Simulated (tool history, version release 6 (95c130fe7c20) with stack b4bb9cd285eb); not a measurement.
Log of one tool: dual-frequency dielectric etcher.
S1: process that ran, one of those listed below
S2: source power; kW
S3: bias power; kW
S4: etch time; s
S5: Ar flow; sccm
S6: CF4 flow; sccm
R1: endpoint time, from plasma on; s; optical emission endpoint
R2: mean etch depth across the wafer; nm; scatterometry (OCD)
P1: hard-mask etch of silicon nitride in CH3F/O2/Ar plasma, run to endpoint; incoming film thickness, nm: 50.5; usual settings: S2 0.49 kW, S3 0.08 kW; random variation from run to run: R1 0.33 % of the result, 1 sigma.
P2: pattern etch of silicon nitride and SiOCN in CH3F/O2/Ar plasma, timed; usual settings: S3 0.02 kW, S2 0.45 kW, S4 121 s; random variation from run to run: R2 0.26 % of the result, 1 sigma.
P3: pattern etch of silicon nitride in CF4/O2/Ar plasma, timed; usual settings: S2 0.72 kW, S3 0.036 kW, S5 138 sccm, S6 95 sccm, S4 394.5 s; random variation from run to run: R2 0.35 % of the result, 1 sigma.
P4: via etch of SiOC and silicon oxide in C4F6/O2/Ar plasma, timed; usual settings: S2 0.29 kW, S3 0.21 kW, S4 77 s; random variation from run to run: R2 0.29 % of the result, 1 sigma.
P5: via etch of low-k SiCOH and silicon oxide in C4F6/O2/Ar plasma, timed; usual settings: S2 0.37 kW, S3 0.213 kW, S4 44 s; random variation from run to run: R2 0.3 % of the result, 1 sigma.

run	hour	S1	S2	S3	S4	S5	S6	R1	R2
1	8.2	P1	0.49	0.08				64.583	
2	14.6	P1	0.32	0.055				85.799	
3	19.1	P2	0.32	0.02	121				14.595
4	23.6	P3	0.45	0.036	394.5	138	95		578.2
5	28.2	P2	0.45	0.012	121				13.455
6	34.9	P3	0.72	0.049	394.5	138	95		972.21
7	44.3	P1	0.49	0.052				74.056	
8	49.7	P2	0.45	0.02	121				16.507
9	54.8	P1	0.49	0.08				64.426	
10	65	P3	0.72	0.036	394.5	138	113		890.14
11	69.9	P5	0.37	0.268	44				129
12	77.4	P1	0.3	0.08				77.189	
# hour 77.9: wet clean of the chamber
13	85.2	P1	0.36	0.103				65.64	
14	91.5	P2	0.45	0.02	121				16.422
15	97.8	P1	0.49	0.08				64.257	
16	106.2	P1	0.49	0.08				63.946	
17	114	P2	0.45	0.02	150.5				20.446
18	122.5	P3	0.72	0.036	394.5	138	95		866.56
19	127	P5	0.37	0.213	24				65.123
20	132.3	P1	0.58	0.107				54.492	
21	138.6	P1	0.49	0.08				64.361	
22	145.8	P1	0.49	0.08				64.288	
23	153.1	P5	0.37	0.213	44				120.23
24	163.2	P4	0.29	0.21	77				79.31
25	169.4	P5	0.27	0.213	44				106.32
26	175	P1	0.63	0.08				58.376	
27	182.4	P4	0.24	0.21	77				73.79
28	189.8	P4	0.29	0.21	42.5				43.976

Forecast run 29:
29	195.9	P4	0.29	0.21	77				?

R2: 79.352 nm
